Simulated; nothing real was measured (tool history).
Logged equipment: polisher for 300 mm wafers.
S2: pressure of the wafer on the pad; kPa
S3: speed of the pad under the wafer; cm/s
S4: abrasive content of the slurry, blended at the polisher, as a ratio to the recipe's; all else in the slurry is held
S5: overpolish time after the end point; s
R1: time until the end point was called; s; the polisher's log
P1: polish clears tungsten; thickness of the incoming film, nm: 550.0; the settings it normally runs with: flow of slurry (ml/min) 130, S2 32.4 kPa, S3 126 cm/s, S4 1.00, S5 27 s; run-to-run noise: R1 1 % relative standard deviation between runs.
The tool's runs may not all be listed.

run 1 day=0.233 | flow_of_slurry_(ml/min)=130 S2=32.4 S3=126 S4=1.00 S5=27 | R1=89.523
run 2 day=0.567 | flow_of_slurry_(ml/min)=130 S2=32.4 S3=126 S4=0.75 S5=8 | R1=95.637
-- day=0.688 head pressure recalibrated
run 3 day=0.812 | flow_of_slurry_(ml/min)=90 S2=32.4 S3=126 S4=1.00 S5=27 | R1=97.856
run 4 day=1.029 | flow_of_slurry_(ml/min)=170 S2=32.4 S3=126 S4=1.40 S5=27 | R1=77.828
run 5 day=1.288 | flow_of_slurry_(ml/min)=130 S2=32.4 S3=172 S4=1.35 S5=27 | R1=60.460
run 6 day=1.483 | flow_of_slurry_(ml/min)=130 S2=14.5 S3=126 S4=1.00 S5=27 | R1=198.740
run 7 day=1.704 | flow_of_slurry_(ml/min)=130 S2=32.4 S3=126 S4=1.00 S5=27 | R1=89.010
run 8 day=1.946 | flow_of_slurry_(ml/min)=130 S2=32.4 S3=56 S4=1.00 S5=27 | R1=198.070
run 9 day=2.208 | flow_of_slurry_(ml/min)=130 S2=32.4 S3=126 S4=1.00 S5=53 | R1=88.647
run 10 day=2.412 | flow_of_slurry_(ml/min)=130 S2=32.4 S3=178 S4=1.00 S5=27 | R1=62.639
run 11 day=2.575 | flow_of_slurry_(ml/min)=130 S2=32.4 S3=126 S4=1.00 S5=27 | R1=87.430
run 12 day=2.771 | flow_of_slurry_(ml/min)=130 S2=50.3 S3=126 S4=1.00 S5=27 | R1=57.199
run 13 day=3.038 | flow_of_slurry_(ml/min)=130 S2=32.4 S3=126 S4=1.00 S5=27 | R1=89.421
run 14 day=3.225 | flow_of_slurry_(ml/min)=130 S2=32.4 S3=126 S4=1.00 S5=27 | R1=88.451
run 15 day=3.483 | flow_of_slurry_(ml/min)=185 S2=32.4 S3=126 S4=1.00 S5=27 | R1=84.471
run 16 day=3.788 | flow_of_slurry_(ml/min)=130 S2=32.4 S3=126 S4=1.25 S5=27 | R1=83.621
run 17 day=3.967 | flow_of_slurry_(ml/min)=130 S2=32.4 S3=126 S4=1.00 S5=9 | R1=89.550
run 18 day=4.208 | flow_of_slurry_(ml/min)=130 S2=32.4 S3=126 S4=0.55 S5=27 | R1=101.200
run 19 day=4.458 | flow_of_slurry_(ml/min)=130 S2=32.4 S3=126 S4=1.00 S5=27 | R1=89.210
run 20 day=4.658 | flow_of_slurry_(ml/min)=130 S2=32.4 S3=126 S4=1.00 S5=27 | R1=89.488
run 21 day=4.829 | flow_of_slurry_(ml/min)=130 S2=32.4 S3=126 S4=1.00 S5=27 | R1=89.576
run 22 day=5.042 | flow_of_slurry_(ml/min)=130 S2=32.4 S3=126 S4=1.00 S5=27 | R1=90.075
run 23 day=5.221 | flow_of_slurry_(ml/min)=130 S2=32.4 S3=126 S4=1.00 S5=27 | R1=95.371
run 24 day=5.479 | flow_of_slurry_(ml/min)=130 S2=32.4 S3=126 S4=1.00 S5=27 | R1=96.732
-- day=5.588 slurry blender recalibrated
run 25 day=5.671 | flow_of_slurry_(ml/min)=130 S2=32.4 S3=126 S4=1.00 S5=27 | R1=98.552
-- day=5.738 head pressure recalibrated
-- day=5.958 worn pad replaced by a new one
run 26 day=6.017 | flow_of_slurry_(ml/min)=130 S2=32.4 S3=126 S4=1.00 S5=27 | R1=98.288
run 27 day=6.308 | flow_of_slurry_(ml/min)=130 S2=32.4 S3=126 S4=1.00 S5=27 | R1=99.888
run 28 day=6.575 | flow_of_slurry_(ml/min)=130 S2=32.4 S3=126 S4=1.00 S5=27 | R1=100.960

Compared with where it was, what P1 gives has crept away. Each cause listed below fits the log as well as the rest, at the size given for it:
A: slurry flow missing at the pad, % = 37.2
B: peroxide lost from the slurry, % = 25.1
The gradual shift began around day 4.829.
All other causes, with the reason each is excluded:
removal rate lost through wear of the pad, %: its service at day 5.958 followed the start of the drift and did not put the process back to its old value
head's pressure below its setpoint, %: its service at day 5.738 followed the start of the drift and did not put the process back to its old value
abrasive missing from the slurry, %: its service at day 5.588 followed the start of the drift and did not put the process back to its old value

You are offered 4 check runs, listed below with question marks in place of their results; each one averages 5 wafers. Which run separates the listed causes by giving clearly different results for each?
run check 1 day=6.842 | flow_of_slurry_(ml/min)=130 S2=32.4 S3=56 S4=1.25 S5=27 | R1=?
run check 2 day=6.842 | flow_of_slurry_(ml/min)=130 S2=15.9 S3=126 S4=1.00 S5=27 | R1=?
run check 3 day=6.842 | flow_of_slurry_(ml/min)=130 S2=32.4 S3=126 S4=0.55 S5=27 | R1=?
run check 4 day=6.842 | flow_of_slurry_(ml/min)=95 S2=46.2 S3=126 S4=1.00 S5=27 | R1=?

What each check would give under each cause:
check=check_1 result=R1 if_A=211.990 if_B=212.000
check=check_2 result=R1 if_A=203.090 if_B=203.090
check=check_3 result=R1 if_A=114.000 if_B=114.000
check=check_4 result=R1 if_A=77.563 if_B=74.879
Smallest distance between any two causes, each pair judged by its most separating result, in per cent: check 1 0 %; check 2 0 %; check 3 0 %; check 4 3.52 %
Check 4 is the one run that separates the causes; every other check would come out nearly the same whichever cause is at work.

With check 4 done, the readings were: R1 74.772 s. Identify which of the listed causes applies.

The cause is B: peroxide lost from the slurry, %.
